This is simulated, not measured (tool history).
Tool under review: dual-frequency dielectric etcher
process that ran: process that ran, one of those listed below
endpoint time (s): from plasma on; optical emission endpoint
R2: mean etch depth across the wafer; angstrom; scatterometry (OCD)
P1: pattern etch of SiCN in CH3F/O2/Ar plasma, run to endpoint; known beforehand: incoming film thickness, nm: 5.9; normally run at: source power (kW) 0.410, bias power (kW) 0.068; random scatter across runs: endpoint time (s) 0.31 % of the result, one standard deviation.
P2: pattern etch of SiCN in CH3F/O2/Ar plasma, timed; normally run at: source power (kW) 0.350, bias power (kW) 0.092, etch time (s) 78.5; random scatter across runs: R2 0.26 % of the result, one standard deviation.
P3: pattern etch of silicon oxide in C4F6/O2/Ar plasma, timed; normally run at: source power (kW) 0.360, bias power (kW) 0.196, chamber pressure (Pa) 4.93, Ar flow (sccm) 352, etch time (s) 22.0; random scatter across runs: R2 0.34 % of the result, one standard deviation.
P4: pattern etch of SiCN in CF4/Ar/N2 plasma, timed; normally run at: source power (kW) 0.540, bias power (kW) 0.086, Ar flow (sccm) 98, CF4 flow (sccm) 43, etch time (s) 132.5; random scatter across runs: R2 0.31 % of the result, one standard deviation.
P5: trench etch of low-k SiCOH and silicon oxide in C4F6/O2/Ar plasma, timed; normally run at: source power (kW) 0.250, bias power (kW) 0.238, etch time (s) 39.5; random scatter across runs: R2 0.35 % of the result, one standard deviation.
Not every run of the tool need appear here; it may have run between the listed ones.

run 1 hour=9.5 | process_that_ran=P1 source_power_(kW)=0.410 bias_power_(kW)=0.068 | endpoint_time_(s)=16.008
run 2 hour=23.8 | process_that_ran=P3 source_power_(kW)=0.360 bias_power_(kW)=0.196 chamber_pressure_(Pa)=4.93 Ar_flow_(sccm)=352 etch_time_(s)=16.5 | R2=477.11
run 3 hour=32.8 | process_that_ran=P5 source_power_(kW)=0.250 bias_power_(kW)=0.238 etch_time_(s)=39.5 | R2=1120.40
run 4 hour=45.6 | process_that_ran=P1 source_power_(kW)=0.410 bias_power_(kW)=0.068 | endpoint_time_(s)=16.001
run 5 hour=59.9 | process_that_ran=P1 source_power_(kW)=0.410 bias_power_(kW)=0.068 | endpoint_time_(s)=16.046
-- hour=61.1 wet clean of the chamber
run 6 hour=69.3 | process_that_ran=P1 source_power_(kW)=0.500 bias_power_(kW)=0.068 | endpoint_time_(s)=14.845
run 7 hour=79.8 | process_that_ran=P4 source_power_(kW)=0.540 bias_power_(kW)=0.086 Ar_flow_(sccm)=98 etch_time_(s)=166.5 CF4_flow_(sccm)=43 | R2=1663.60
run 8 hour=89.3 | process_that_ran=P1 source_power_(kW)=0.410 bias_power_(kW)=0.068 | endpoint_time_(s)=15.967
run 9 hour=96.7 | process_that_ran=P1 source_power_(kW)=0.410 bias_power_(kW)=0.046 | endpoint_time_(s)=18.175
run 10 hour=104.3 | process_that_ran=P4 source_power_(kW)=0.730 bias_power_(kW)=0.086 Ar_flow_(sccm)=98 etch_time_(s)=132.5 CF4_flow_(sccm)=43 | R2=1712.20
run 11 hour=116.1 | process_that_ran=P4 source_power_(kW)=0.540 bias_power_(kW)=0.086 Ar_flow_(sccm)=62 etch_time_(s)=132.5 CF4_flow_(sccm)=43 | R2=1416.50
run 12 hour=125.0 | process_that_ran=P2 source_power_(kW)=0.350 bias_power_(kW)=0.092 etch_time_(s)=78.5 | R2=309.66
run 13 hour=136.4 | process_that_ran=P1 source_power_(kW)=0.550 bias_power_(kW)=0.085 | endpoint_time_(s)=13.213
run 14 hour=145.5 | process_that_ran=P4 source_power_(kW)=0.540 bias_power_(kW)=0.086 Ar_flow_(sccm)=98 etch_time_(s)=132.5 CF4_flow_(sccm)=53 | R2=1373.30
run 15 hour=161.0 | process_that_ran=P4 source_power_(kW)=0.540 bias_power_(kW)=0.086 Ar_flow_(sccm)=98 etch_time_(s)=132.5 CF4_flow_(sccm)=43 | R2=1318.30
run 16 hour=172.9 | process_that_ran=P5 source_power_(kW)=0.250 bias_power_(kW)=0.330 etch_time_(s)=39.5 | R2=1262.60
run 17 hour=185.0 | process_that_ran=P1 source_power_(kW)=0.410 bias_power_(kW)=0.085 | endpoint_time_(s)=14.719
run 18 hour=200.5 | process_that_ran=P1 source_power_(kW)=0.410 bias_power_(kW)=0.068 | endpoint_time_(s)=16.021
run 19 hour=210.2 | process_that_ran=P4 source_power_(kW)=0.540 bias_power_(kW)=0.122 Ar_flow_(sccm)=98 etch_time_(s)=132.5 CF4_flow_(sccm)=43 | R2=1516.00
run 20 hour=218.5 | process_that_ran=P2 source_power_(kW)=0.350 bias_power_(kW)=0.092 etch_time_(s)=43.0 | R2=169.66
run 21 hour=233.5 | process_that_ran=P1 source_power_(kW)=0.330 bias_power_(kW)=0.068 | endpoint_time_(s)=17.364
run 22 hour=244.7 | process_that_ran=P3 source_power_(kW)=0.360 bias_power_(kW)=0.237 chamber_pressure_(Pa)=4.93 Ar_flow_(sccm)=352 etch_time_(s)=22.0 | R2=679.64
run 23 hour=257.9 | process_that_ran=P1 source_power_(kW)=0.410 bias_power_(kW)=0.068 | endpoint_time_(s)=16.027
run 24 hour=266.1 | process_that_ran=P3 source_power_(kW)=0.360 bias_power_(kW)=0.196 chamber_pressure_(Pa)=4.93 Ar_flow_(sccm)=352 etch_time_(s)=22.0 | R2=633.16
run 25 hour=278.8 | process_that_ran=P5 source_power_(kW)=0.150 bias_power_(kW)=0.238 etch_time_(s)=39.5 | R2=931.73
run 26 hour=291.5 | process_that_ran=P2 source_power_(kW)=0.280 bias_power_(kW)=0.092 etch_time_(s)=78.5 | R2=285.58
run 27 hour=301.2 | process_that_ran=P3 source_power_(kW)=0.450 bias_power_(kW)=0.196 chamber_pressure_(Pa)=4.93 Ar_flow_(sccm)=352 etch_time_(s)=22.0 | R2=693.53
run 28 hour=309.4 | process_that_ran=P2 source_power_(kW)=0.350 bias_power_(kW)=0.092 etch_time_(s)=78.5 | R2=309.00
run 29 hour=316.4 | process_that_ran=P5 source_power_(kW)=0.250 bias_power_(kW)=0.238 etch_time_(s)=24.5 | R2=696.80
run 30 hour=324.9 | process_that_ran=P3 source_power_(kW)=0.360 bias_power_(kW)=0.196 chamber_pressure_(Pa)=6.60 Ar_flow_(sccm)=352 etch_time_(s)=22.0 | R2=616.88
run 31 hour=338.6 | process_that_ran=P3 source_power_(kW)=0.360 bias_power_(kW)=0.196 chamber_pressure_(Pa)=4.93 Ar_flow_(sccm)=352 etch_time_(s)=22.0 | R2=639.88
run 32 hour=346.7 | process_that_ran=P3 source_power_(kW)=0.360 bias_power_(kW)=0.196 chamber_pressure_(Pa)=4.93 Ar_flow_(sccm)=496 etch_time_(s)=22.0 | R2=611.81
run 33 hour=356.4 | process_that_ran=P2 source_power_(kW)=0.350 bias_power_(kW)=0.127 etch_time_(s)=78.5 | R2=349.00
run 34 hour=370.9 | process_that_ran=P4 source_power_(kW)=0.540 bias_power_(kW)=0.086 Ar_flow_(sccm)=98 etch_time_(s)=132.5 CF4_flow_(sccm)=43 | R2=1318.80

Run 35 comes next. What will it give?
run 35 hour=379.1 | process_that_ran=P1 source_power_(kW)=0.410 bias_power_(kW)=0.068 | endpoint_time_(s)=?

{"run 35": {"endpoint time (s)": 15.976}}
